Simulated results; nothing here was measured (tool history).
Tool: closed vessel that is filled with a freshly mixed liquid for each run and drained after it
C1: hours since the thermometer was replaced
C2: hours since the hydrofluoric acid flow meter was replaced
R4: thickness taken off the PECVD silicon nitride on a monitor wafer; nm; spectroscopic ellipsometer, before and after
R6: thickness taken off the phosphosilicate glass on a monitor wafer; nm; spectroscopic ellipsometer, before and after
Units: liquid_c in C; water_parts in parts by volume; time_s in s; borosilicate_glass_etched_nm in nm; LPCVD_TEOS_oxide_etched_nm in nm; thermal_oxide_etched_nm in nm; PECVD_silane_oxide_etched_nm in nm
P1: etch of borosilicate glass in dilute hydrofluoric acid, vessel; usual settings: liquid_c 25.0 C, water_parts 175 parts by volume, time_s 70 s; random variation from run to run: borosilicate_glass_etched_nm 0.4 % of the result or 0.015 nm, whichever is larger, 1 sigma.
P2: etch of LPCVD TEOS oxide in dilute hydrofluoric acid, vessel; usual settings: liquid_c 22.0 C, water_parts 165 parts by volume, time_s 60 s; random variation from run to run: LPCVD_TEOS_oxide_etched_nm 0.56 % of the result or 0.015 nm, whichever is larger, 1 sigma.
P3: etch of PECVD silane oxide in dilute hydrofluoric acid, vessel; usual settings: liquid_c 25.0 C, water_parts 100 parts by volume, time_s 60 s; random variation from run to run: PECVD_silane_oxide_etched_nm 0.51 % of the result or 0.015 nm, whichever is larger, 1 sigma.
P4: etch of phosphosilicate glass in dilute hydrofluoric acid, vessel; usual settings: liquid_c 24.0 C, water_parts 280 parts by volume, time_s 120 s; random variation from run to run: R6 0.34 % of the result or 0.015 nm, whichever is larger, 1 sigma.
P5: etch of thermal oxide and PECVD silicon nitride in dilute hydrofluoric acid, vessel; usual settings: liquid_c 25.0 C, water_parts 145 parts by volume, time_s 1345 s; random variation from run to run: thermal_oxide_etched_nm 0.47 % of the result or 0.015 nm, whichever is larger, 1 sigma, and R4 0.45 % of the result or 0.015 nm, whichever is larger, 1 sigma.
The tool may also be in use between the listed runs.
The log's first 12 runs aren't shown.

{"run": 13, "hour": 171.0, "process": "P2", "liquid_c": 22.0, "water_parts": 165, "time_s": 30, "C1": 914.5, "C2": 872.2, "LPCVD_TEOS_oxide_etched_nm": 4.7236}
{"run": 14, "hour": 188.1, "process": "P4", "liquid_c": 24.0, "water_parts": 400, "time_s": 120, "C1": 931.6, "C2": 889.3, "R6": 29.989}
{"run": 15, "hour": 199.4, "process": "P2", "liquid_c": 17.0, "water_parts": 165, "time_s": 60, "C1": 942.9, "C2": 900.6, "LPCVD_TEOS_oxide_etched_nm": 7.807}
{"run": 16, "hour": 210.9, "process": "P2", "liquid_c": 22.0, "water_parts": 280, "time_s": 60, "C1": 954.4, "C2": 912.1, "LPCVD_TEOS_oxide_etched_nm": 4.9603}
{"run": 17, "hour": 224.8, "process": "P1", "liquid_c": 25.0, "water_parts": 95, "time_s": 30, "C1": 968.3, "C2": 926.0, "borosilicate_glass_etched_nm": 17.846}
{"run": 18, "hour": 233.2, "process": "P1", "liquid_c": 25.0, "water_parts": 35, "time_s": 70, "C1": 976.7, "C2": 934.4, "borosilicate_glass_etched_nm": 121.9}
{"hour": 246.7, "done": "thermometer replaced"}
{"run": 19, "hour": 250.1, "process": "P1", "liquid_c": 25.0, "water_parts": 175, "time_s": 70, "C1": 3.4, "C2": 951.3, "borosilicate_glass_etched_nm": 20.394}
{"run": 20, "hour": 264.7, "process": "P4", "liquid_c": 17.0, "water_parts": 280, "time_s": 120, "C1": 18.0, "C2": 965.9, "R6": 37.16}
{"run": 21, "hour": 276.3, "process": "P5", "liquid_c": 28.5, "water_parts": 145, "time_s": 1345, "C1": 29.6, "C2": 977.5, "thermal_oxide_etched_nm": 49.322, "R4": 38.807}
{"run": 22, "hour": 291.7, "process": "P4", "liquid_c": 24.0, "water_parts": 280, "time_s": 30, "C1": 45.0, "C2": 992.9, "R6": 12.028}
{"run": 23, "hour": 301.1, "process": "P5", "liquid_c": 25.0, "water_parts": 235, "time_s": 1345, "C1": 54.4, "C2": 1002.3, "thermal_oxide_etched_nm": 24.161, "R4": 19.155}
{"run": 24, "hour": 313.5, "process": "P3", "liquid_c": 25.0, "water_parts": 55, "time_s": 60, "C1": 66.8, "C2": 1014.7, "PECVD_silane_oxide_etched_nm": 62.747}
{"run": 25, "hour": 324.6, "process": "P1", "liquid_c": 21.0, "water_parts": 40, "time_s": 70, "C1": 77.9, "C2": 1025.8, "borosilicate_glass_etched_nm": 88.915}
{"run": 26, "hour": 341.3, "process": "P1", "liquid_c": 25.0, "water_parts": 175, "time_s": 70, "C1": 94.6, "C2": 1042.5, "borosilicate_glass_etched_nm": 20.398}

Forecast run 27:
{"run": 27, "hour": 357.9, "process": "P1", "liquid_c": 25.0, "water_parts": 255, "time_s": 70, "C1": 111.2, "C2": 1059.1, "borosilicate_glass_etched_nm": "?"}

Run 27 gave borosilicate_glass_etched_nm 12.825 nm.
